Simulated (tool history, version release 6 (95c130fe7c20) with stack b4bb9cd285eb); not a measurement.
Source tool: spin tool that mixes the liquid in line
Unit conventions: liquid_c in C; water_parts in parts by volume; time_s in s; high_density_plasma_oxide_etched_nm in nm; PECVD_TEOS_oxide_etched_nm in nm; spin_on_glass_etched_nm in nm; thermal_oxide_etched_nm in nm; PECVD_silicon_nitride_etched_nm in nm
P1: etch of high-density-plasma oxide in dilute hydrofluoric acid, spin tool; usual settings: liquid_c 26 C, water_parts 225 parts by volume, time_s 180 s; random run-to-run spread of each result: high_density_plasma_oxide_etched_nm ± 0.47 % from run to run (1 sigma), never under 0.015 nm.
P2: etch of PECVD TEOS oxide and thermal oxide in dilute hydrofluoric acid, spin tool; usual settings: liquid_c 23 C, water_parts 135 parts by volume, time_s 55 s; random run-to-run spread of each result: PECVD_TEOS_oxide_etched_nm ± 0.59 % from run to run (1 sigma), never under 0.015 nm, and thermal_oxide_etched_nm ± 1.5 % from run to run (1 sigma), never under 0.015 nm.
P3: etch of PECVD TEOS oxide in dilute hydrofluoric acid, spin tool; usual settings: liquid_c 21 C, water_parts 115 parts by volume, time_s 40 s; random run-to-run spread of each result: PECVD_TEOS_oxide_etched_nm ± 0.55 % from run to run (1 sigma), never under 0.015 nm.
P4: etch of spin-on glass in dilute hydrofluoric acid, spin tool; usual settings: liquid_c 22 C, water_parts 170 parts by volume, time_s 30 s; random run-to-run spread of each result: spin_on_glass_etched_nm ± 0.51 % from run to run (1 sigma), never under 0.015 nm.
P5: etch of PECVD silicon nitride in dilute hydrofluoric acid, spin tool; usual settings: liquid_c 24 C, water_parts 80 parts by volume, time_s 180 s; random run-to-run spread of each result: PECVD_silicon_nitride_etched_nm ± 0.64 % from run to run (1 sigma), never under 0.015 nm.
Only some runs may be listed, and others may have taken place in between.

run   hour  process  liquid_c  water_parts  time_s  hours since the thermometer was replaced  hours since the hydrofluoric acid flow meter was replaced  high_density_plasma_oxide_etched_nm  PECVD_TEOS_oxide_etched_nm  spin_on_glass_etched_nm  thermal_oxide_etched_nm  PECVD_silicon_nitride_etched_nm
  1     19       P1        26          225     180                                    1198.2                                                      641.1                               5.3197
  2   34.6       P1        26          225     180                                    1213.8                                                      656.7                               5.2734
  3   52.2       P1        26          375      30                                    1231.4                                                      674.3                               0.4923
  4   66.8       P3        21          115      60                                      1246                                                      688.9                                                            9.598
  5   78.8       P4        22          170      15                                      1258                                                      700.9                                                                                    4.4127
  6   94.1       P1        26          385     180                                    1273.3                                                      716.2                               2.6533
  7    103       P2        23          135      15                                    1282.2                                                      725.1                                                           1.5816                                           0.50511
  8  113.6       P1        26           95     255                                    1292.8                                                      735.7                               20.637
  9  122.8       P1        34          225     180                                      1302                                                      744.9                               6.9118
 10  132.5       P5        24           80      15                                    1311.7                                                      754.6                                                                                                                                             0.33606
 11  151.2       P3        21          115      40                                    1330.4                                                      773.3                                                           6.4047
 12  166.5       P4        26          170      30                                    1345.7                                                      788.6                                                                                    10.394
 13  179.3       P1        34          315     180                                    1358.5                                                      801.4                               4.3846
 14  196.4       P1        26          225     180                                    1375.6                                                      818.5                                5.286
 15    205       P1        26          110     180                                    1384.2                                                      827.1                               12.317
 16  223.6       P4        22           65      30                                    1402.8                                                      845.7                                                                                    26.293
 17  232.1       P2        23           30      55                                    1411.3                                                      854.2                                                           29.724                                            9.2728
 18  243.7       P1        22          225     180                                    1422.9                                                      865.8                                4.561
 19  260.4       P4        22          170      30                                    1439.6                                                      882.5                                                                                    8.9571
 20  276.9       P4        22          170      30                                    1456.1                                                        899                                                                                    8.9389
 21  294.8       P1        26          225     180                                      1474                                                      916.9                               5.3487
 22  309.4       P2      27.5          135      55                                    1488.6                                                      931.5                                                           6.8786                                            2.2165
 23  325.7       P3        21          165      40                                    1504.9                                                      947.8                                                           4.2574
 24  339.5       P1        26          225      20                                    1518.7                                                      961.6                              0.55337
 25  348.3       P2        23          135      55                                    1527.5                                                      970.4                                                           5.8157                                            1.7898
 26  365.8       P1        26          225     275                                      1545                                                      987.9                               8.0742
 27  375.7       P5        24           80     180                                    1554.9                                                      997.8                                                                                                                                              3.8233
 28  385.9       P3        17          115      40                                    1565.1                                                       1008                                                           5.3982
 29  401.2       P5        17           80     180                                    1580.4                                                     1023.3                                                                                                                                              2.3583
 30    417       P5        24           40     180                                    1596.2                                                     1039.1                                                                                                                                              7.4335
 31    436       P1        26          225     180                                    1615.2                                                     1058.1                               5.3104
 32  446.6       P1        26          225     180                                    1625.8                                                     1068.7                               5.2598
 33  463.6       P5        24           80     180                                    1642.8                                                     1085.7                                                                                                                                              3.8042
 34  473.5       P1        26          225     180                                    1652.7                                                     1095.6                               5.3382
 35  485.5       P1        26          225     180                                    1664.7                                                     1107.6                               5.3527
 36  501.6       P1        26          225     180                                    1680.8                                                     1123.7                               5.4903
 37  510.5       P1        26          225     180                                    1689.7                                                     1132.6                               5.5133

What does the tool deliver on the next run?
 38  521.9       P1        26          225     180                                    1701.1                                                       1144                                    ?

high_density_plasma_oxide_etched_nm: 5.5372 nm

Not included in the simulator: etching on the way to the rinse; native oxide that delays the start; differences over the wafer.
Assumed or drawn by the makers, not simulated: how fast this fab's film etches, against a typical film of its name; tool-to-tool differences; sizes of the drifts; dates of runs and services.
